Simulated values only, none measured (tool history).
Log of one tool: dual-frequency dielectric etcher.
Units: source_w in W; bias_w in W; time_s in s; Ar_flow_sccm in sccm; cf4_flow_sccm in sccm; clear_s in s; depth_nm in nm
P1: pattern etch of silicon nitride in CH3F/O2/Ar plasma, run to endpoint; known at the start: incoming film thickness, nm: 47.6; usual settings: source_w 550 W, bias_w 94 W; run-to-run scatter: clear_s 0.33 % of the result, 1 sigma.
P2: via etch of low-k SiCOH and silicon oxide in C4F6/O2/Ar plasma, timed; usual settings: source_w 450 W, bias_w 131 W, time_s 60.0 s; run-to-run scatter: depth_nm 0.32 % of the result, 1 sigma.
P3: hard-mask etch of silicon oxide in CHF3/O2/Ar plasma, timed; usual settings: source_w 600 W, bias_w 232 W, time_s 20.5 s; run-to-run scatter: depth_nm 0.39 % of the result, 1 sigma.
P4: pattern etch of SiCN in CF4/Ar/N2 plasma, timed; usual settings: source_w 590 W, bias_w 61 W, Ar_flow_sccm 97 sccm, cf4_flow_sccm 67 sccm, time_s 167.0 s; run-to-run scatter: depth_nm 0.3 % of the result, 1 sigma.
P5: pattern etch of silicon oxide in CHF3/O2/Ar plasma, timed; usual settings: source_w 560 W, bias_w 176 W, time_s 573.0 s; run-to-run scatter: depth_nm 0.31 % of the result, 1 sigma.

run,hour,process,source_w,bias_w,time_s,Ar_flow_sccm,cf4_flow_sccm,hours since the last wet clean,hours since the last source power generator calibration,hours since the last bias power generator calibration,clear_s,depth_nm
1,11.6,P1,550,94,,,,233.0,2726.9,1331.7,54.636,
2,21.7,P1,550,68,,,,243.1,2737.0,1341.8,61.380,
3,34.6,P5,560,176,735.0,,,256.0,2749.9,1354.7,,1388.600
4,47.4,P1,350,70,,,,268.8,2762.7,1367.5,72.693,
5,57.5,P1,550,94,,,,278.9,2772.8,1377.6,54.852,
6,69.0,P3,600,232,25.0,,,290.4,2784.3,1389.1,,54.122
7,79.3,P1,350,94,,,,300.7,2794.6,1399.4,64.877,
8,92.8,P3,730,232,20.5,,,314.2,2808.1,1412.9,,47.339
# hour 105.4: bias power generator calibrated
9,105.5,P5,560,176,573.0,,,326.9,2820.8,0.2,,1090.600
10,113.1,P1,550,122,,,,334.5,2828.4,7.8,49.761,
11,122.7,P4,590,61,167.0,75,67,344.1,2838.0,17.4,,177.290
12,134.4,P5,560,129,573.0,,,355.8,2849.7,29.1,,983.830
13,147.4,P4,350,61,167.0,97,67,368.8,2862.7,42.1,,107.120
14,159.3,P5,790,176,573.0,,,380.7,2874.6,54.0,,1245.800
15,169.7,P2,530,131,60.0,,,391.1,2885.0,64.4,,161.190
16,183.2,P2,450,131,60.0,,,404.6,2898.5,77.9,,151.760
17,191.8,P2,450,83,60.0,,,413.2,2907.1,86.5,,132.630
18,205.7,P3,600,232,20.5,,,427.1,2921.0,100.4,,44.216
19,218.0,P1,550,94,,,,439.4,2933.3,112.7,54.978,
20,229.9,P1,680,110,,,,451.3,2945.2,124.6,47.765,
21,238.8,P1,550,94,,,,460.2,2954.1,133.5,54.816,
22,249.9,P1,740,94,,,,471.3,2965.2,144.6,48.778,
23,263.6,P1,550,94,,,,485.0,2978.9,158.3,54.606,
24,270.4,P4,590,61,167.0,97,48,491.8,2985.7,165.1,,160.050
25,279.8,P5,560,176,573.0,,,501.2,2995.1,174.5,,1092.100
26,288.6,P3,600,174,20.5,,,510.0,3003.9,183.3,,39.982
27,295.1,P4,590,61,167.0,97,67,516.5,3010.4,189.8,,168.750
28,306.2,P1,550,94,,,,527.6,3021.5,200.9,54.653,
29,317.8,P2,450,131,60.0,,,539.2,3033.1,212.5,,149.700
30,327.8,P4,590,50,167.0,97,67,549.2,3043.1,222.5,,158.580
31,335.9,P2,450,131,33.0,,,557.3,3051.2,230.6,,83.373
32,344.9,P4,590,61,245.0,97,67,566.3,3060.2,239.6,,248.590

Run 33 comes next. What will it give?
33,357.4,P1,550,94,,,,578.8,3072.7,252.1,?,

{"run 33": {"clear_s": 55.01}}

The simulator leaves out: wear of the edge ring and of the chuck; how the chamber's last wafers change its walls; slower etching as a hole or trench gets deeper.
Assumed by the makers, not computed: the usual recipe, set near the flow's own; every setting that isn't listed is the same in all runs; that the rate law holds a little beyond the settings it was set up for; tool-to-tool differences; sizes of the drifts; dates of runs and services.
